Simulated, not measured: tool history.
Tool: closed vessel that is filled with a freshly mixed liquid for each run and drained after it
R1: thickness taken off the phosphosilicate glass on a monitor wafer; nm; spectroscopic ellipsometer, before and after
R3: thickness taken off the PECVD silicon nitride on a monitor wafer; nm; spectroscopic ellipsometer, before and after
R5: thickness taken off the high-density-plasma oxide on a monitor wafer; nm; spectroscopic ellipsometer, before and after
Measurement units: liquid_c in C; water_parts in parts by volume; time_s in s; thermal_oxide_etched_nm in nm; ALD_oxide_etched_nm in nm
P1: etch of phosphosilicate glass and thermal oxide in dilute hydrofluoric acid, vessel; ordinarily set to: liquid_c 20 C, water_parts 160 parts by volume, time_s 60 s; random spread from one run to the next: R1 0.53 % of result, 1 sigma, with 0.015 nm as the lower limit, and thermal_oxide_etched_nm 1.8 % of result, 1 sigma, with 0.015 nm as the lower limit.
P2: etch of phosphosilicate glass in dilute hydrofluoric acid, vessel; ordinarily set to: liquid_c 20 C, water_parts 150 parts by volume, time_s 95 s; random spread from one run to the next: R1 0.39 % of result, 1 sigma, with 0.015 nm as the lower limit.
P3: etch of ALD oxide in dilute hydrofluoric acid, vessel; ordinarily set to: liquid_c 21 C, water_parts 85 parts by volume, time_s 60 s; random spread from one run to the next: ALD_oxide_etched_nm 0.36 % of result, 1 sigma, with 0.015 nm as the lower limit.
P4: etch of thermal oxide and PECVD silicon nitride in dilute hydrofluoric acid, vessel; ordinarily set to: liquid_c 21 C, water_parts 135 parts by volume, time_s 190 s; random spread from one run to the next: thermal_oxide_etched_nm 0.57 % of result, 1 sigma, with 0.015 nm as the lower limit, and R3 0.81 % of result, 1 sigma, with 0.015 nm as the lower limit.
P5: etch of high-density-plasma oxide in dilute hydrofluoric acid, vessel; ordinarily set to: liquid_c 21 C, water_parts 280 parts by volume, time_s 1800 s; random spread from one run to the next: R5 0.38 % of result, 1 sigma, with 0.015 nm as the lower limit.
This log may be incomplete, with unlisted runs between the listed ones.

run 1 day=0.296 | process=P1 liquid_c=20 water_parts=160 time_s=60 | R1=30.018 thermal_oxide_etched_nm=1.3893
run 2 day=0.521 | process=P1 liquid_c=20 water_parts=160 time_s=60 | R1=29.83 thermal_oxide_etched_nm=1.3227
run 3 day=0.8 | process=P4 liquid_c=21 water_parts=135 time_s=190 | thermal_oxide_etched_nm=5.416 R3=2.5473
run 4 day=1.175 | process=P1 liquid_c=20 water_parts=160 time_s=115 | R1=57.516 thermal_oxide_etched_nm=2.5118
run 5 day=1.625 | process=P1 liquid_c=17 water_parts=160 time_s=60 | R1=26.418 thermal_oxide_etched_nm=1.2194
run 6 day=1.946 | process=P1 liquid_c=20 water_parts=160 time_s=60 | R1=29.932 thermal_oxide_etched_nm=1.3914
run 7 day=2.362 | process=P4 liquid_c=21 water_parts=135 time_s=325 | thermal_oxide_etched_nm=9.2219 R3=4.2892
run 8 day=2.7 | process=P1 liquid_c=20 water_parts=160 time_s=60 | R1=30.12 thermal_oxide_etched_nm=1.3655
run 9 day=3.079 | process=P3 liquid_c=28 water_parts=85 time_s=60 | ALD_oxide_etched_nm=23.356
run 10 day=3.55 | process=P5 liquid_c=21 water_parts=280 time_s=1800 | R5=23.867
run 11 day=3.896 | process=P2 liquid_c=20 water_parts=150 time_s=170 | R1=54.417
run 12 day=4.108 | process=P5 liquid_c=21 water_parts=280 time_s=635 | R5=8.3908
run 13 day=4.358 | process=P5 liquid_c=21 water_parts=280 time_s=1800 | R5=23.725
run 14 day=4.8 | process=P1 liquid_c=20 water_parts=70 time_s=60 | R1=75.126 thermal_oxide_etched_nm=3.4985
run 15 day=5.129 | process=P2 liquid_c=20 water_parts=150 time_s=95 | R1=30.328
run 16 day=5.425 | process=P4 liquid_c=17 water_parts=135 time_s=190 | thermal_oxide_etched_nm=4.6109 R3=1.8912
run 17 day=5.854 | process=P1 liquid_c=20 water_parts=160 time_s=30 | R1=15.006 thermal_oxide_etched_nm=0.67712
run 18 day=6.162 | process=P3 liquid_c=21 water_parts=85 time_s=60 | ALD_oxide_etched_nm=17.636
run 19 day=6.567 | process=P1 liquid_c=20 water_parts=160 time_s=60 | R1=29.97 thermal_oxide_etched_nm=1.3519
run 20 day=6.925 | process=P2 liquid_c=27 water_parts=150 time_s=95 | R1=39.941
run 21 day=7.283 | process=P5 liquid_c=21 water_parts=145 time_s=1800 | R5=52.422
run 22 day=7.588 | process=P2 liquid_c=20 water_parts=85 time_s=95 | R1=57.425
run 23 day=8.017 | process=P4 liquid_c=21 water_parts=30 time_s=190 | thermal_oxide_etched_nm=27.436 R3=10.87
run 24 day=8.5 | process=P1 liquid_c=27 water_parts=285 time_s=60 | R1=19.055 thermal_oxide_etched_nm=0.87832
run 25 day=8.788 | process=P3 liquid_c=21 water_parts=35 time_s=60 | ALD_oxide_etched_nm=45.662
run 26 day=9.242 | process=P1 liquid_c=27.5 water_parts=160 time_s=60 | R1=39.739 thermal_oxide_etched_nm=1.7674
run 27 day=9.617 | process=P5 liquid_c=17 water_parts=280 time_s=1800 | R5=20.435
run 28 day=10.058 | process=P1 liquid_c=20 water_parts=160 time_s=60 | R1=29.951 thermal_oxide_etched_nm=1.3187
run 29 day=10.542 | process=P3 liquid_c=21 water_parts=85 time_s=30 | ALD_oxide_etched_nm=8.8707
run 30 day=10.917 | process=P1 liquid_c=20 water_parts=160 time_s=60 | R1=29.757 thermal_oxide_etched_nm=1.3414
run 31 day=11.338 | process=P1 liquid_c=20 water_parts=290 time_s=60 | R1=14.688 thermal_oxide_etched_nm=0.6551
run 32 day=11.821 | process=P3 liquid_c=21 water_parts=85 time_s=60 | ALD_oxide_etched_nm=17.897
run 33 day=12.062 | process=P1 liquid_c=20 water_parts=160 time_s=60 | R1=30.2 thermal_oxide_etched_nm=1.3755
run 34 day=12.354 | process=P1 liquid_c=20 water_parts=160 time_s=60 | R1=30.579 thermal_oxide_etched_nm=1.3627
run 35 day=12.621 | process=P1 liquid_c=20 water_parts=160 time_s=60 | R1=30.638 thermal_oxide_etched_nm=1.4156
run 36 day=13.083 | process=P1 liquid_c=20 water_parts=160 time_s=60 | R1=31.551 thermal_oxide_etched_nm=1.4141
run 37 day=13.558 | process=P1 liquid_c=20 water_parts=160 time_s=60 | R1=31.658 thermal_oxide_etched_nm=1.4192
run 38 day=13.896 | process=P1 liquid_c=20 water_parts=160 time_s=60 | R1=31.685 thermal_oxide_etched_nm=1.4121
run 39 day=14.233 | process=P1 liquid_c=20 water_parts=160 time_s=60 | R1=31.56 thermal_oxide_etched_nm=1.4112
run 40 day=14.508 | process=P1 liquid_c=20 water_parts=160 time_s=60 | R1=32.054 thermal_oxide_etched_nm=1.4328
run 41 day=14.838 | process=P1 liquid_c=20 water_parts=160 time_s=60 | R1=31.996 thermal_oxide_etched_nm=1.4693
run 42 day=15.238 | process=P1 liquid_c=20 water_parts=160 time_s=60 | R1=32.07 thermal_oxide_etched_nm=1.4743
run 43 day=15.625 | process=P1 liquid_c=20 water_parts=160 time_s=60 | R1=31.966 thermal_oxide_etched_nm=1.477

P1 no longer gives what it gave before; its output has crept away from where it was. The following 2 causes, each at its listed size, fit the log equally well:
A: liquid hotter than its thermometer reads (K) = 1.64
B: hydrofluoric acid flow above the setpoint (%) = 5.68
Creep in the process output first set in at about day 12.062.

Listed below are the offered check runs, one wafer per run, with question marks in place of results. For which of them would the causes give clearly different outcomes?
run check 1 day=16.012 | process=P4 liquid_c=17 water_parts=65 time_s=190 | thermal_oxide_etched_nm=? R3=?
run check 2 day=16.012 | process=P3 liquid_c=26 water_parts=85 time_s=60 | ALD_oxide_etched_nm=?
run check 3 day=16.012 | process=P5 liquid_c=17 water_parts=145 time_s=1800 | R5=?
run check 4 day=16.012 | process=P2 liquid_c=25.5 water_parts=150 time_s=155 | R1=?

Predicted outcomes, by check and by cause:
check=check_1 result=thermal_oxide_etched_nm if_A=11.03 if_B=10.908
check=check_1 result=R3 if_A=4.3761 if_B=4.1145
check=check_2 result=ALD_oxide_etched_nm if_A=23.107 if_B=23.043
check=check_3 result=R5 if_A=47.792 if_B=47.6
check=check_4 result=R1 if_A=65.319 if_B=65.554
Minimum pairwise separation of causes per check, each pair taken at its best-separating result: check 1 6.16 %; check 2 0.28 %; check 3 0.4 %; check 4 0.36 %
The causes can be told apart only by check 1. The other checks would give nearly the same results under each of them.

Check 1 was carried out, with these results: thermal_oxide_etched_nm 10.961 nm; R3 4.0729 nm. Which of the listed causes is responsible?

The cause is B: hydrofluoric acid flow above the setpoint (%).
